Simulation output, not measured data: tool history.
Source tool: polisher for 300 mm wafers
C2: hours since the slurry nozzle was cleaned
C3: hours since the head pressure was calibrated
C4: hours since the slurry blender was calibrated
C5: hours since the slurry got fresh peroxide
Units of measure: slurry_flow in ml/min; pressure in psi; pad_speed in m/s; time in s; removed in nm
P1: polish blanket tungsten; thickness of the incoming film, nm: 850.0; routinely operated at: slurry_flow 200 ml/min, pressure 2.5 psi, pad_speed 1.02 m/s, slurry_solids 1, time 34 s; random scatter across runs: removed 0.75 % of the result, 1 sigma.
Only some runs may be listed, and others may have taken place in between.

{"run": 1, "hour": 6.7, "slurry_flow": 200, "pressure": 2.5, "pad_speed": 1.02, "slurry_solids": 1, "time": 34, "wafers polished on this pad": 632, "C2": 151.1, "C3": 573.1, "C4": 78.2, "C5": 65.7, "removed": 127.18}
{"run": 2, "hour": 12.8, "slurry_flow": 295, "pressure": 2.5, "pad_speed": 1.02, "slurry_solids": 1, "time": 34, "wafers polished on this pad": 691, "C2": 157.2, "C3": 579.2, "C4": 84.3, "C5": 71.8, "removed": 132.73}
{"run": 3, "hour": 24.8, "slurry_flow": 200, "pressure": 2.5, "pad_speed": 1.02, "slurry_solids": 0.5, "time": 34, "wafers polished on this pad": 809, "C2": 169.2, "C3": 591.2, "C4": 96.3, "C5": 83.8, "removed": 108.41}
{"run": 4, "hour": 31.1, "slurry_flow": 200, "pressure": 3.7, "pad_speed": 1.02, "slurry_solids": 1, "time": 47, "wafers polished on this pad": 871, "C2": 175.5, "C3": 597.5, "C4": 102.6, "C5": 90.1, "removed": 261.74}
{"run": 5, "hour": 37.1, "slurry_flow": 200, "pressure": 2.5, "pad_speed": 1.02, "slurry_solids": 1, "time": 34, "wafers polished on this pad": 930, "C2": 181.5, "C3": 603.5, "C4": 108.6, "C5": 96.1, "removed": 128.33}
{"run": 6, "hour": 49.9, "slurry_flow": 200, "pressure": 2.5, "pad_speed": 1.02, "slurry_solids": 1, "time": 34, "wafers polished on this pad": 1055, "C2": 194.3, "C3": 616.3, "C4": 121.4, "C5": 108.9, "removed": 127.35}
{"run": 7, "hour": 60.9, "slurry_flow": 200, "pressure": 3.2, "pad_speed": 1.02, "slurry_solids": 1, "time": 34, "wafers polished on this pad": 1163, "C2": 205.3, "C3": 627.3, "C4": 132.4, "C5": 119.9, "removed": 165.57}
{"run": 8, "hour": 73.1, "slurry_flow": 200, "pressure": 3.4, "pad_speed": 1.02, "slurry_solids": 1, "time": 49, "wafers polished on this pad": 1283, "C2": 217.5, "C3": 639.5, "C4": 144.6, "C5": 132.1, "removed": 248.33}
{"run": 9, "hour": 79.2, "slurry_flow": 120, "pressure": 2.5, "pad_speed": 1.02, "slurry_solids": 1, "time": 34, "wafers polished on this pad": 1343, "C2": 223.6, "C3": 645.6, "C4": 150.7, "C5": 138.2, "removed": 116.33}
{"run": 10, "hour": 86.2, "slurry_flow": 250, "pressure": 2.5, "pad_speed": 1.02, "slurry_solids": 1, "time": 52, "wafers polished on this pad": 1412, "C2": 230.6, "C3": 652.6, "C4": 157.7, "C5": 145.2, "removed": 199.53}
{"run": 11, "hour": 93.9, "slurry_flow": 200, "pressure": 2.5, "pad_speed": 1.02, "slurry_solids": 1, "time": 54, "wafers polished on this pad": 1487, "C2": 238.3, "C3": 660.3, "C4": 165.4, "C5": 152.9, "removed": 203.43}
{"run": 12, "hour": 100.7, "slurry_flow": 200, "pressure": 2.5, "pad_speed": 1.58, "slurry_solids": 1, "time": 34, "wafers polished on this pad": 1554, "C2": 245.1, "C3": 667.1, "C4": 172.2, "C5": 159.7, "removed": 196.72}
{"run": 13, "hour": 110.2, "slurry_flow": 200, "pressure": 2.5, "pad_speed": 1.02, "slurry_solids": 1, "time": 25, "wafers polished on this pad": 1647, "C2": 254.6, "C3": 676.6, "C4": 181.7, "C5": 169.2, "removed": 93.597}
{"run": 14, "hour": 122.1, "slurry_flow": 200, "pressure": 1.6, "pad_speed": 1.02, "slurry_solids": 1, "time": 34, "wafers polished on this pad": 1764, "C2": 266.5, "C3": 688.5, "C4": 193.6, "C5": 181.1, "removed": 80.956}
{"run": 15, "hour": 129.9, "slurry_flow": 200, "pressure": 2.5, "pad_speed": 1.02, "slurry_solids": 1.25, "time": 34, "wafers polished on this pad": 1840, "C2": 274.3, "C3": 696.3, "C4": 201.4, "C5": 188.9, "removed": 135.93}
{"run": 16, "hour": 137.0, "slurry_flow": 200, "pressure": 2.5, "pad_speed": 0.46, "slurry_solids": 1, "time": 34, "wafers polished on this pad": 1910, "C2": 281.4, "C3": 703.4, "C4": 208.5, "C5": 196, "removed": 57.792}
{"run": 17, "hour": 149.0, "slurry_flow": 200, "pressure": 2.5, "pad_speed": 1.02, "slurry_solids": 1, "time": 34, "wafers polished on this pad": 2028, "C2": 293.4, "C3": 715.4, "C4": 220.5, "C5": 208, "removed": 128.17}
{"run": 18, "hour": 158.3, "slurry_flow": 200, "pressure": 2.5, "pad_speed": 1.02, "slurry_solids": 1, "time": 34, "wafers polished on this pad": 2119, "C2": 302.7, "C3": 724.7, "C4": 229.8, "C5": 217.3, "removed": 127.35}
{"run": 19, "hour": 168.8, "slurry_flow": 200, "pressure": 2.5, "pad_speed": 1.02, "slurry_solids": 1, "time": 34, "wafers polished on this pad": 2222, "C2": 313.2, "C3": 735.2, "C4": 240.3, "C5": 227.8, "removed": 124.11}
{"run": 20, "hour": 180.3, "slurry_flow": 200, "pressure": 2.5, "pad_speed": 1.02, "slurry_solids": 1, "time": 34, "wafers polished on this pad": 2335, "C2": 324.7, "C3": 746.7, "C4": 251.8, "C5": 239.3, "removed": 124.1}
{"run": 21, "hour": 190.7, "slurry_flow": 200, "pressure": 2.5, "pad_speed": 1.02, "slurry_solids": 1, "time": 34, "wafers polished on this pad": 2437, "C2": 335.1, "C3": 757.1, "C4": 262.2, "C5": 249.7, "removed": 120.34}
{"run": 22, "hour": 200.2, "slurry_flow": 200, "pressure": 2.5, "pad_speed": 1.02, "slurry_solids": 1, "time": 34, "wafers polished on this pad": 2530, "C2": 344.6, "C3": 766.6, "C4": 271.7, "C5": 259.2, "removed": 120.36}
{"hour": 209.0, "done": "head pressure recalibrated"}
{"run": 23, "hour": 210.0, "slurry_flow": 200, "pressure": 2.5, "pad_speed": 1.02, "slurry_solids": 1, "time": 34, "wafers polished on this pad": 2626, "C2": 354.4, "C3": 1.1, "C4": 281.5, "C5": 269, "removed": 118.9}

The next listed run, before its measurement:
{"hour": 212.6, "done": "slurry blender recalibrated"}
{"run": 24, "hour": 216.7, "slurry_flow": 200, "pressure": 2.5, "pad_speed": 1.02, "slurry_solids": 1, "time": 34, "wafers polished on this pad": 2692, "C2": 361.1, "C3": 7.8, "C4": 4.1, "C5": 275.7, "removed": "?"}

{"run 24": {"removed": 118.69}}
